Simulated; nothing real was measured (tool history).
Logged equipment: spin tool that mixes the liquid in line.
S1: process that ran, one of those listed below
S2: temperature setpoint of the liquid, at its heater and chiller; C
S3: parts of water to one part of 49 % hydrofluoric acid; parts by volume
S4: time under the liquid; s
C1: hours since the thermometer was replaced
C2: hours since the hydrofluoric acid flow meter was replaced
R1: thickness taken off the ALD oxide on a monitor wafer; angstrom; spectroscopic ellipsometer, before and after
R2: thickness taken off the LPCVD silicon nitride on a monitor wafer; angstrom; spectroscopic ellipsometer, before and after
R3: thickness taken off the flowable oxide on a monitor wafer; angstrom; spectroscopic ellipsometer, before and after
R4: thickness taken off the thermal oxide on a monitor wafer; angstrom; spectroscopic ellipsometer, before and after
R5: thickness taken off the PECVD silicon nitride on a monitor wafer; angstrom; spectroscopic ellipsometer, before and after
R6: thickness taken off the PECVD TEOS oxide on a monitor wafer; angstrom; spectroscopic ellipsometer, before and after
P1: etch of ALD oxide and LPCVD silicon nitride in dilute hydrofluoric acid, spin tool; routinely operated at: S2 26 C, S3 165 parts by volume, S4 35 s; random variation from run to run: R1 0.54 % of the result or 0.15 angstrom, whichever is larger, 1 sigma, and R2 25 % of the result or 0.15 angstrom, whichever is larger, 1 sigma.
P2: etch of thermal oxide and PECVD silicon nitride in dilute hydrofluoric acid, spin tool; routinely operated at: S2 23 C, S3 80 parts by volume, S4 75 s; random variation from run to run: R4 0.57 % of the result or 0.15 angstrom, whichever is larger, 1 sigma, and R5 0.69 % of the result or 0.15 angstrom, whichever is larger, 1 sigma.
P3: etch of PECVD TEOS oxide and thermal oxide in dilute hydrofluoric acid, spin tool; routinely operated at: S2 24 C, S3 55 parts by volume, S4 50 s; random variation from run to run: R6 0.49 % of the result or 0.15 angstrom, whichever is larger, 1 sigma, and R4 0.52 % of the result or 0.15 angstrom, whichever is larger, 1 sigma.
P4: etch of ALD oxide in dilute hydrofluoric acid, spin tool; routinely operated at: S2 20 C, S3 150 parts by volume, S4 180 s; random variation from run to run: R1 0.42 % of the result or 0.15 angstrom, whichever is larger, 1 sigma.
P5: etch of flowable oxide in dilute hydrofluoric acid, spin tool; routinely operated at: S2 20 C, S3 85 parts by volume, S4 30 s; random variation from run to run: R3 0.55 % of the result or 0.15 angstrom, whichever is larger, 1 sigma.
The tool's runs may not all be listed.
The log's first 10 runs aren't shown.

run	day	S1	S2	S3	S4	C1	C2	R1	R2	R3	R4	R5	R6
11	6.404	P2	23	80	75	281.7	1288.7				43.849	39.54	
12	7.188	P3	24	55	15	300.5	1307.5				13.31		24.073
13	7.746	P1	26	165	35	313.9	1320.9	67.727	0.86694				
14	8.367	P4	25	150	180	328.8	1335.8	117.49					
15	8.733	P5	20	30	30	337.6	1344.6			425.89			
16	9.517	P3	24	55	50	356.4	1363.4				43.9		81.302
17	9.975	P1	26	265	15	367.4	1374.4	16.387	0.18127				
18	10.679	P2	23	120	75	384.3	1391.3				28.064	26.441	
19	11.408	P1	26	165	35	401.8	1408.8	68.275	1.3263				
20	12.183	P3	32.5	55	50	420.4	1427.4				62.149		112.71
21	12.6	P1	26	165	35	430.4	1437.4	68.18	1.3112				
22	13.338	P3	24	90	50	448.1	1455.1				25.803		47.224
23	13.921	P1	19	165	15	462.1	1469.1	21.98	0.22534				
24	14.388	P1	26	80	35	473.3	1480.3	154.49	2.1219				
25	15.038	P2	23	80	75	488.9	1495.9				44.275	39.473	
26	15.617	P5	20	85	30	502.8	1509.8			141.49			
27	16.317	P5	17	85	30	519.6	1526.6			124.75			
28	16.896	P2	17	80	75	533.5	1540.5				34.546	26.437	

What will run 29 give?
29	17.283	P1	26	165	50	542.8	1549.8	?	?				

Run 29 gave R1 96.738 angstrom, R2 1.5174 angstrom.
